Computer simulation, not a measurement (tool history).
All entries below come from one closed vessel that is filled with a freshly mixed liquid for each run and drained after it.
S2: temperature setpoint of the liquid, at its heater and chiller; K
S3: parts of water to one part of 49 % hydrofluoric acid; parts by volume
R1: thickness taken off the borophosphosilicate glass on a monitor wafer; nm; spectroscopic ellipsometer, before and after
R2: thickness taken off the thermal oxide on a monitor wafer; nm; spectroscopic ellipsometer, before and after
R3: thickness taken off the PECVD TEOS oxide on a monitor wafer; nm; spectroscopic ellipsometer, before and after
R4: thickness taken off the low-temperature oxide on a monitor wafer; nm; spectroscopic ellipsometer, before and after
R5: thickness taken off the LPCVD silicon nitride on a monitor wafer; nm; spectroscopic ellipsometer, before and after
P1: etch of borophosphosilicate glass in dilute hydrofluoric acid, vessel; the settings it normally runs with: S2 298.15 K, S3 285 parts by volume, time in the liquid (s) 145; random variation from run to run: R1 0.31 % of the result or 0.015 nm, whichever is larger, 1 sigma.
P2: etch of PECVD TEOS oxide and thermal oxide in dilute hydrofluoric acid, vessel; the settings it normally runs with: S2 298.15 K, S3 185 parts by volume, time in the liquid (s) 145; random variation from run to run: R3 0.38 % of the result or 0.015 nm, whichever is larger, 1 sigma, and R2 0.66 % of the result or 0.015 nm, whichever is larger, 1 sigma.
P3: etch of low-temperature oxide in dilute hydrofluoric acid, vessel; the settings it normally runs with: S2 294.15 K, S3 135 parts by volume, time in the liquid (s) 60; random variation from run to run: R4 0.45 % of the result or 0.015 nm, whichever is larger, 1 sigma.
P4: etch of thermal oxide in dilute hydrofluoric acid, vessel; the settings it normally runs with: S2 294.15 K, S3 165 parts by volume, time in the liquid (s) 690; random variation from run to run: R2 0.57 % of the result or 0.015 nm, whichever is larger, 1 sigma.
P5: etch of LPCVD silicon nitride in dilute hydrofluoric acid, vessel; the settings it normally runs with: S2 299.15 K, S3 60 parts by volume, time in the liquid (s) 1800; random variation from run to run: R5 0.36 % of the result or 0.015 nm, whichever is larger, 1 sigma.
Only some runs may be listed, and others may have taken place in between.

Run 1, hour 15.6: process that ran P1, S2 298.15 K, S3 285 parts by volume, time in the liquid (s) 145. Result: R1 19.6200 nm.
Run 2, hour 33.2: process that ran P1, S2 298.15 K, S3 390 parts by volume, time in the liquid (s) 145. Result: R1 12.8400 nm.
Run 3, hour 48.1: process that ran P4, S2 294.15 K, S3 165 parts by volume, time in the liquid (s) 690. Result: R2 17.6530 nm.
Run 4, hour 67.0: process that ran P1, S2 290.15 K, S3 285 parts by volume, time in the liquid (s) 145. Result: R1 14.6300 nm.
Run 5, hour 79.6: process that ran P2, S2 290.65 K, S3 185 parts by volume, time in the liquid (s) 145. Result: R2 2.4506 nm, R3 15.354 nm.
Run 6, hour 95.9: process that ran P1, S2 298.15 K, S3 285 parts by volume, time in the liquid (s) 145. Result: R1 19.5610 nm.
Run 7, hour 105.8: process that ran P1, S2 298.15 K, S3 285 parts by volume, time in the liquid (s) 50. Result: R1 6.7943 nm.
Run 8, hour 123.2: process that ran P3, S2 294.15 K, S3 225 parts by volume, time in the liquid (s) 60. Result: R4 7.3154 nm.
Run 9, hour 141.9: process that ran P1, S2 298.15 K, S3 285 parts by volume, time in the liquid (s) 145. Result: R1 19.4980 nm.
At hour 146.8: thermometer replaced.
Run 10, hour 160.6: process that ran P1, S2 298.15 K, S3 285 parts by volume, time in the liquid (s) 215. Result: R1 29.0400 nm.
Run 11, hour 173.7: process that ran P5, S2 299.15 K, S3 60 parts by volume, time in the liquid (s) 655. Result: R5 6.021 nm.
Run 12, hour 183.3: process that ran P4, S2 290.15 K, S3 165 parts by volume, time in the liquid (s) 690. Result: R2 15.1590 nm.
Run 13, hour 201.1: process that ran P5, S2 299.15 K, S3 60 parts by volume, time in the liquid (s) 1800. Result: R5 16.791 nm.
Run 14, hour 211.2: process that ran P4, S2 294.15 K, S3 165 parts by volume, time in the liquid (s) 690. Result: R2 17.6420 nm.
Run 15, hour 221.5: process that ran P5, S2 299.15 K, S3 90 parts by volume, time in the liquid (s) 1800. Result: R5 11.256 nm.
Run 16, hour 231.7: process that ran P1, S2 298.15 K, S3 285 parts by volume, time in the liquid (s) 145. Result: R1 19.6180 nm.
Run 17, hour 244.9: process that ran P3, S2 294.15 K, S3 135 parts by volume, time in the liquid (s) 95. Result: R4 21.1880 nm.
Run 18, hour 258.7: process that ran P1, S2 298.15 K, S3 165 parts by volume, time in the liquid (s) 210. Result: R1 55.6370 nm.
Run 19, hour 269.8: process that ran P2, S2 298.15 K, S3 185 parts by volume, time in the liquid (s) 145. Result: R2 3.2992 nm, R3 20.628 nm.
Run 20, hour 281.8: process that ran P2, S2 298.15 K, S3 185 parts by volume, time in the liquid (s) 240. Result: R2 5.3884 nm, R3 34.098 nm.
Run 21, hour 297.7: process that ran P1, S2 302.15 K, S3 285 parts by volume, time in the liquid (s) 145. Result: R1 22.4040 nm.
Run 22, hour 312.8: process that ran P3, S2 301.65 K, S3 135 parts by volume, time in the liquid (s) 60. Result: R4 17.8750 nm.
Run 23, hour 321.6: process that ran P4, S2 294.15 K, S3 275 parts by volume, time in the liquid (s) 690. Result: R2 9.5857 nm.
At hour 322.6: hydrofluoric acid flow meter replaced.
Run 24, hour 331.7: process that ran P4, S2 294.15 K, S3 165 parts by volume, time in the liquid (s) 1335. Result: R2 34.5230 nm.
Run 25, hour 347.5: process that ran P3, S2 294.15 K, S3 135 parts by volume, time in the liquid (s) 60. Result: R4 13.3380 nm.
Run 26, hour 362.0: process that ran P2, S2 298.15 K, S3 295 parts by volume, time in the liquid (s) 145. Result: R2 1.8216 nm, R3 11.504 nm.
Run 27, hour 374.5: process that ran P5, S2 304.15 K, S3 60 parts by volume, time in the liquid (s) 1800. Result: R5 23.175 nm.
Run 28, hour 387.4: process that ran P1, S2 298.15 K, S3 285 parts by volume, time in the liquid (s) 145. Result: R1 19.5700 nm.
Run 29, hour 406.1: process that ran P1, S2 298.15 K, S3 130 parts by volume, time in the liquid (s) 145. Result: R1 50.9490 nm.
Run 30, hour 419.1: process that ran P1, S2 298.15 K, S3 285 parts by volume, time in the liquid (s) 145. Result: R1 19.5120 nm.
Run 31, hour 430.9: process that ran P1, S2 298.15 K, S3 285 parts by volume, time in the liquid (s) 145. Result: R1 18.9830 nm.
Run 32, hour 442.0: process that ran P1, S2 298.15 K, S3 285 parts by volume, time in the liquid (s) 145. Result: R1 18.7120 nm.
Run 33, hour 450.6: process that ran P1, S2 298.15 K, S3 285 parts by volume, time in the liquid (s) 145. Result: R1 18.6100 nm.
Run 34, hour 462.9: process that ran P1, S2 298.15 K, S3 285 parts by volume, time in the liquid (s) 145. Result: R1 18.5660 nm.
Run 35, hour 472.5: process that ran P1, S2 298.15 K, S3 285 parts by volume, time in the liquid (s) 145. Result: R1 18.3560 nm.
Run 36, hour 483.3: process that ran P1, S2 298.15 K, S3 285 parts by volume, time in the liquid (s) 145. Result: R1 18.3480 nm.
Run 37, hour 499.8: process that ran P1, S2 298.15 K, S3 285 parts by volume, time in the liquid (s) 145. Result: R1 18.4310 nm.

What P1 gives has crept away from where it was. These 2 causes fit the log equally well, each at the size given:
A: hydrofluoric acid flow below the setpoint (%) = 4.65
B: liquid colder than its thermometer reads (K) = 1.76
Onset of the creep was near hour 419.1.

The check runs listed below each take one wafer, and their results are still question marks. Under which run would the listed causes lead to clearly different results?
Run check 1, hour 516.3: process that ran P2, S2 298.15 K, S3 295 parts by volume, time in the liquid (s) 145. Result: R2 ?, R3 ?.
Run check 2, hour 516.3: process that ran P4, S2 294.15 K, S3 235 parts by volume, time in the liquid (s) 1265. Result: R2 ?.
Run check 3, hour 516.3: process that ran P5, S2 299.15 K, S3 60 parts by volume, time in the liquid (s) 870. Result: R5 ?.
Run check 4, hour 516.3: process that ran P3, S2 298.15 K, S3 195 parts by volume, time in the liquid (s) 60. Result: R4 ?.

How each check would come out, cause by cause:
  check  result     if A     if B
check 1      R2   1.7239   1.7250
check 1      R3   10.802   10.809
check 2      R2  20.0390  19.8820
check 3      R5   7.7224   7.1995
check 4      R4   9.5705   9.5028
Per check, the gap between the least separated pair of causes, taken in the result that splits them most: check 1 0.07 %; check 2 0.79 %; check 3 7.01 %; check 4 0.71 %
Only check 3 tells the causes apart: in the others they would give nearly the same result.

Check 3 was then run and gave: R5 7.7092 nm. Which cause is it?

Of the candidate causes, it is A: hydrofluoric acid flow below the setpoint (%).
